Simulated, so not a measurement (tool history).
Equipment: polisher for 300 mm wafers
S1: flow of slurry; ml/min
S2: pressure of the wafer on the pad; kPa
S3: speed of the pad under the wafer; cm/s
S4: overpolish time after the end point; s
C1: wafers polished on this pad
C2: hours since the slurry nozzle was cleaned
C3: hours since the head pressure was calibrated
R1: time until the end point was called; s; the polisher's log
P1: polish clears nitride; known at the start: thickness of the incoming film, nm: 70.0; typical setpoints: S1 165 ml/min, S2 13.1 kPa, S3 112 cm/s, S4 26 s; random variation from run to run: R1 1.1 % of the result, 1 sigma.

run	day	S1	S2	S3	S4	C1	C2	C3	R1
1	0.308	165	13.1	112	26	211	225.7	686.4	97.787
2	0.812	100	13.1	112	51	327	237.8	698.5	105.920
3	1.188	165	13.1	76	26	413	246.8	707.5	143.230
4	1.571	165	13.1	112	50	501	256.0	716.7	98.318
5	1.808	165	6.2	112	26	556	261.7	722.4	205.110
6	2.117	165	13.1	112	8	627	269.1	729.8	98.218
# day 2.175: slurry nozzle cleaned
7	2.650	165	13.1	112	26	749	11.4	742.6	96.899
8	3.129	165	17.2	112	26	860	22.9	754.1	74.068
9	3.438	165	13.1	112	26	931	30.3	761.5	95.788
10	3.942	100	13.1	112	26	1046	42.4	773.6	106.930
11	4.458	165	13.1	112	26	1165	54.8	786.0	96.165
12	4.892	165	13.1	162	26	1265	65.2	796.4	66.526
13	5.208	165	13.1	112	26	1338	72.8	804.0	97.994
# day 5.408: head pressure recalibrated
14	5.575	165	13.1	112	26	1422	81.6	4.0	98.792
15	5.904	165	13.1	112	26	1498	89.5	11.9	96.987
16	6.317	265	13.1	112	26	1592	99.4	21.8	92.017
17	6.600	165	13.1	112	26	1657	106.2	28.6	95.588
18	7.083	165	13.1	112	26	1769	117.8	40.2	100.860
19	7.567	165	13.1	112	26	1880	129.4	51.8	102.210
20	8.079	165	13.1	112	26	1998	141.7	64.1	101.630
21	8.583	165	13.1	112	26	2113	153.8	76.2	104.660
22	8.883	165	13.1	112	26	2182	161.0	83.4	103.450
# day 9.083: head pressure recalibrated
23	9.204	165	13.1	112	26	2256	168.7	2.9	103.410
24	9.450	165	13.1	112	26	2313	174.6	8.8	106.640
25	9.867	165	13.1	112	26	2408	184.6	18.8	104.700

Expected results for the next run?
26	10.200	165	13.1	112	26	2485	192.6	26.8	?

{"run 26": {"R1": 104.35}}
